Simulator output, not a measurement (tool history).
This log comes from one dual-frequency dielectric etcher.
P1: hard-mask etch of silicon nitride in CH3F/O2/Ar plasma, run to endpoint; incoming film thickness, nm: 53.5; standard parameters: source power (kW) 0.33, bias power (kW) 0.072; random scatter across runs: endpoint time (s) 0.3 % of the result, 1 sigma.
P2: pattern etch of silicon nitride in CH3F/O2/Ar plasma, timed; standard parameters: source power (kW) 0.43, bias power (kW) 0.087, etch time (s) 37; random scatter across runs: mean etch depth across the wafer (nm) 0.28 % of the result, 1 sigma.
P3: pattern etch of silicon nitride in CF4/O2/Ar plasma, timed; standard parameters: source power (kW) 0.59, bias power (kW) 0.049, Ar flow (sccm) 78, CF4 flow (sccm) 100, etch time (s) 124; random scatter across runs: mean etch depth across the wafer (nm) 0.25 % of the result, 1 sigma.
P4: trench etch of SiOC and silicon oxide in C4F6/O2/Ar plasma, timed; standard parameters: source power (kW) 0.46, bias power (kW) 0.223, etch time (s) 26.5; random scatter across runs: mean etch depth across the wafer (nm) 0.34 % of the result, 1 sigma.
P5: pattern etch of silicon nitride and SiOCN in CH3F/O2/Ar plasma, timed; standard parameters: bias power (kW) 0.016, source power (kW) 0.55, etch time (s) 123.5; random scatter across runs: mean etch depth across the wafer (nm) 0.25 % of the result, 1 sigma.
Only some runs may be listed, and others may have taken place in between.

run	day	process that ran	source power (kW)	bias power (kW)	etch time (s)	Ar flow (sccm)	CF4 flow (sccm)	hours since the last wet clean	hours since the last source power generator calibration	hours since the last bias power generator calibration	endpoint time (s)	mean etch depth across the wafer (nm)
1	0.4	P1	0.33	0.072				85.7	794.8	3818.3	80.591	
2	0.875	P2	0.43	0.11	37			97.1	806.2	3829.7		30.121
3	1.492	P1	0.33	0.1				111.9	821	3844.5	71.527	
4	1.875	P3	0.59	0.049	124	78	100	121.1	830.2	3853.7		285.99
5	2.158	P3	0.77	0.049	124	78	100	127.9	837	3860.5		362.18
6	2.775	P1	0.33	0.072				142.7	851.8	3875.3	80.88	
7	3.392	P1	0.33	0.072				157.5	866.6	3890.1	80.821	
8	3.946	P2	0.43	0.087	37			170.8	879.9	3903.4		27.586
9	4.45	P5	0.55	0.016	123.5			182.9	892	3915.5		16.218
10	5.012	P5	0.55	0.011	123.5			196.4	905.5	3929		14.083
11	5.362	P1	0.46	0.072				204.8	913.9	3937.4	71.144	
12	5.746	P1	0.33	0.072				214	923.1	3946.6	80.881	
13	6.242	P3	0.59	0.06	124	78	100	225.9	935	3958.5		308.49
14	6.575	P1	0.2	0.072				233.9	943	3966.5	98.024	
15	7.017	P3	0.59	0.049	124	78	67	244.5	953.6	3977.1		272.24
16	7.454	P4	0.46	0.223	17.5			255	964.1	3987.6		39.36
17	7.746	P5	0.55	0.016	169.5			262	971.1	3994.6		22.274
18	8.042	P4	0.46	0.223	26.5			269.1	978.2	4001.7		60.005
19	8.383	P3	0.59	0.049	124	78	100	277.3	986.4	4009.9		287.19
20	8.912	P4	0.26	0.223	26.5			290	999.1	4022.6		47.862
21	9.504	P3	0.59	0.049	68	78	100	304.2	1013.3	4036.8		155.89
22	9.996	P5	0.74	0.016	123.5			316	1025.1	4048.6		18.093
23	10.533	P4	0.46	0.143	26.5			328.9	1038	4061.5		51.905
24	10.992	P2	0.56	0.087	37			339.9	1049	4072.5		30.562
25	11.304	P1	0.33	0.072				347.4	1056.5	4080	80.531	
26	11.646	P1	0.45	0.055				355.6	1064.7	4088.2	78.54	
27	12.092	P1	0.33	0.048				366.3	1075.4	4098.9	92.143	
28	12.404	P3	0.59	0.049	124	97	100	373.8	1082.9	4106.4		278.43
29	12.862	P1	0.33	0.072				384.8	1093.9	4117.4	81.11	
30	13.358	P2	0.43	0.087	54			396.7	1105.8	4129.3		40.529
31	13.729	P1	0.33	0.072				405.6	1114.7	4138.2	80.668	
32	14.158	P1	0.33	0.072				415.9	1125	4148.5	80.587	
33	14.5	P1	0.33	0.072				424.1	1133.2	4156.7	80.154	
34	14.912	P1	0.33	0.072				434	1143.1	4166.6	80.045	
35	15.45	P1	0.33	0.072				446.9	1156	4179.5	79.849	
36	15.775	P1	0.33	0.072				454.7	1163.8	4187.3	79.647	
37	16.325	P1	0.33	0.072				467.9	1177	4200.5	79.167	
# day 16.592: wet clean of the chamber
38	16.779	P1	0.33	0.072				4.6	1187.9	4211.4	79.562	
39	17.338	P1	0.33	0.072				18	1201.3	4224.8	79.807	
40	17.962	P1	0.33	0.072				33	1216.3	4239.8	79.631	
41	18.496	P1	0.33	0.072				45.8	1229.1	4252.6	79.767	
42	18.958	P1	0.33	0.072				56.9	1240.2	4263.7	79.849	

The log shows P1 creeping away from where it was. Any of the 2 causes listed here, at the size stated for it, fits the log just as well as the others:
A: bias power that arrives over what is set, % = 4.58
B: source power that arrives over what is set, % = 4.23
The creep began at about day 13.729.
Other possible causes, and why each is ruled out:
chamber walls in a state that raises the etch rate, %: serviced after onset, at day 16.592, with no recovery of the prior output

Of the 4 check runs listed below, each run on one wafer and each result written as a question mark, which would let you distinguish the listed causes because they would give clearly different results?
check 1	19.421	P4	0.46	0.156	26.5							?
check 2	19.421	P5	0.55	0.013	162							?
check 3	19.421	P2	0.43	0.1	50							?
check 4	19.421	P3	0.59	0.049	79	78	100					?

How each check would come out, cause by cause:
check	result	if A	if B
check 1	mean etch depth across the wafer (nm)	53.986	54.131
check 2	mean etch depth across the wafer (nm)	20.02	19.989
check 3	mean etch depth across the wafer (nm)	39.94	39.901
check 4	mean etch depth across the wafer (nm)	184.99	188.78
How far apart the two closest causes lie, in the result that separates them most: check 1 0.27 %; check 2 0.15 %; check 3 0.1 %; check 4 2.03 %
Only in check 4 would the causes give clearly different results; in the remaining checks their results would be nearly the same.

The results of check 4 are: mean etch depth across the wafer (nm) 185.18. Based on these, which of the listed causes is it?

A is the cause: bias power that arrives over what is set, %.
